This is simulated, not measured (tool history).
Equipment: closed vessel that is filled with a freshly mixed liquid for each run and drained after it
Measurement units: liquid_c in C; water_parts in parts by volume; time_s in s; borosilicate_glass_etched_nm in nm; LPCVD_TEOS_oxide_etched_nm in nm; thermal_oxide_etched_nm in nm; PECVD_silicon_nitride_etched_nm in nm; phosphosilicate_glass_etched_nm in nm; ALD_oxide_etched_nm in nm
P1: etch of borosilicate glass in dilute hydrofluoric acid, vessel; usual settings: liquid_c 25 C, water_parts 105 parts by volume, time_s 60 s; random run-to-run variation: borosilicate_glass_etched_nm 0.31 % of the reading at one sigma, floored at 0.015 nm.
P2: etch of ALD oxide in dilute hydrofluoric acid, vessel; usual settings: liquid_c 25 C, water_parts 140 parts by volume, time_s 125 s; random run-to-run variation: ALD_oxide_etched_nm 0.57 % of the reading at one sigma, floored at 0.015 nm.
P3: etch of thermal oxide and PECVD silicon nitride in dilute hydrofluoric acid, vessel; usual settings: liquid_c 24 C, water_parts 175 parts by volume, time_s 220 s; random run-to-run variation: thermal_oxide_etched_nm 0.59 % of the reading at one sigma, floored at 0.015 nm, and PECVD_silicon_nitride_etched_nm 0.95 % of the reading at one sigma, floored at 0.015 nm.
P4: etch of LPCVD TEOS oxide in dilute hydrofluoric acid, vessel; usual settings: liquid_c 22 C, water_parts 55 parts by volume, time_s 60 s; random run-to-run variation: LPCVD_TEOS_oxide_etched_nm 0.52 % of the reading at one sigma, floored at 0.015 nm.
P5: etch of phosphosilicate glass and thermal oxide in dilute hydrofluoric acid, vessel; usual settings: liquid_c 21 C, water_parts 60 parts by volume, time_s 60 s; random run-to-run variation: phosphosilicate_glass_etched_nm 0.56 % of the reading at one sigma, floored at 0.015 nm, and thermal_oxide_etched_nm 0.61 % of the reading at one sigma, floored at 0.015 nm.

run   hour  process  liquid_c  water_parts  time_s  hours since the thermometer was replaced  hours since the hydrofluoric acid flow meter was replaced  borosilicate_glass_etched_nm  LPCVD_TEOS_oxide_etched_nm  thermal_oxide_etched_nm  PECVD_silicon_nitride_etched_nm  phosphosilicate_glass_etched_nm  ALD_oxide_etched_nm
  1    5.1       P1        25          105      60                                     394.2                                                      333.6                        17.136
  2    8.8       P4        22           55      60                                     397.9                                                      337.3                                                    61.766
  3   14.2       P3        24          175     220                                     403.3                                                      342.7                                                                             5.6351                           2.1114
  4   20.4       P5        21           60      60                                     409.5                                                      348.9                                                                             4.3202                                                            186.96
  5   25.5       P5        21          110      60                                     414.6                                                        354                                                                             2.2483                                                            96.197
  6   30.1       P1        25          105      60                                     419.2                                                      358.6                        17.147
  7   35.5       P1        25          160      60                                     424.6                                                        364                        10.497
  8   39.8       P1      20.5          105      60                                     428.9                                                      368.3                        14.373
  9   43.8       P1        25          170      35                                     432.9                                                      372.3                        5.7458
 10     49       P1        25           50      60                                     438.1                                                      377.5                        38.661
 11   52.7       P2        25          140     210                                     441.8                                                      381.2                                                                                                                                                                    14.521
 12   56.2       P4        22          100      60                                     445.3                                                      384.7                                                    31.866
 13   59.7       P1        25          105      60                                     448.8                                                      388.2                        17.162
 14   65.9       P1        25          105      60                                       455                                                      394.4                        17.114
 15   71.9       P3        24          175     395                                       461                                                      400.4                                                                             10.023                            3.846
 16   75.7       P5      27.5           60      60                                     464.8                                                      404.2                                                                             5.7179                                                            244.09
 17   78.7       P4        22           55     105                                     467.8                                                      407.2                                                    108.02
 18   81.9       P2        25          140     125                                       471                                                      410.4                                                                                                                                                                    8.7102
 19   87.3       P3        18          175     220                                     476.4                                                      415.8                                                                             4.4234                           1.4448
 20   92.2       P4        17           55      60                                     481.3                                                      420.7                                                    50.126
 21   98.2       P1        25          105      90                                     487.3                                                      426.7                        25.732
 22  101.4       P1        25          105      60                                     490.5                                                      429.9                        17.126
 23  105.2       P3        24          175     220                                     494.3                                                      433.7                                                                             5.5762                           2.1036
 24    112       P3        24           40     220                                     501.1                                                      440.5                                                                             28.603                            8.941
 25  115.2       P4        22           55      60                                     504.3                                                      443.7                                                    61.993
 26  118.5       P5        21           60      30                                     507.6                                                        447                                                                             2.1634                                                            93.402
 27  123.3       P2        25           45     125                                     512.4                                                      451.8                                                                                                                                                                     30.68
 28    130       P1      31.5          105      60                                     519.1                                                      458.5                        21.885
 29  134.4       P1      21.5          105      95                                     523.5                                                      462.9                        23.562
 30    140       P2      17.5          140     125                                     529.1                                                      468.5                                                                                                                                                                    6.4945
 31  146.7       P1        25          105      30                                     535.8                                                      475.2                        8.5956
 32  152.6       P1        25          105      60                                     541.7                                                      481.1                        17.118
 33  158.3       P1        25          105      60                                     547.4                                                      486.8                        17.544
 34  164.6       P1        25          105      60                                     553.7                                                      493.1                        17.821
 35  170.9       P1        25          105      60                                       560                                                      499.4                         17.97
 36  177.3       P1        25          105      60                                     566.4                                                      505.8                        18.088
 37  182.7       P1        25          105      60                                     571.8                                                      511.2                        18.289
 38  188.8       P1        25          105      60                                     577.9                                                      517.3                        18.321
 39  191.9       P1        25          105      60                                       581                                                      520.4                        18.333
 40  198.3       P1        25          105      60                                     587.4                                                      526.8                        18.473
 41  203.2       P1        25          105      60                                     592.3                                                      531.7                        18.494
 42  208.2       P1        25          105      60                                     597.3                                                      536.7                        18.476
 43  214.3       P1        25          105      60                                     603.4                                                      542.8                        18.436

Compared with where it was, what P1 gives has crept away. Each cause listed below fits the log as well as the rest, at the size given for it:
A: liquid hotter than its thermometer reads (K) = 1.92
B: hydrofluoric acid flow above the setpoint (%) = 6.82
The process output started creeping at around hour 152.6.

Consider the 4 check runs below, whose results appear as question marks and each of which averages 2 wafers. Which one distinguishes the causes, in that each cause would give it a clearly different result?
check 1  220.4       P4        22          100      60                                                                                                                                                              ?
check 2  220.4       P2        22          140     175                                                                                                                                                                                                                                                                              ?
check 3  220.4       P3        24           70     220                                                                                                                                                                                       ?                                ?
check 4  220.4       P5        21           95      30                                                                                                                                                                                       ?                                                                 ?

Expected result of each check under each candidate cause:
  check                           result    if A    if B
check 1       LPCVD_TEOS_oxide_etched_nm  34.861  34.744
check 2              ALD_oxide_etched_nm  11.695   11.71
check 3          thermal_oxide_etched_nm  17.046  16.954
check 3  PECVD_silicon_nitride_etched_nm  5.9551  5.5947
check 4          thermal_oxide_etched_nm  1.4302  1.4235
check 4  phosphosilicate_glass_etched_nm  61.252  60.965
Per check, the gap between the least separated pair of causes, taken in the result that splits them most: check 1 0.34 %; check 2 0.13 %; check 3 6.24 %; check 4 0.47 %
Check 3 is the one run that separates the causes; every other check would come out nearly the same whichever cause is at work.

Then check 3 was run and gave: thermal_oxide_etched_nm 17.126 nm; PECVD_silicon_nitride_etched_nm 5.9963 nm. Which cause is it?

It is A: liquid hotter than its thermometer reads (K).
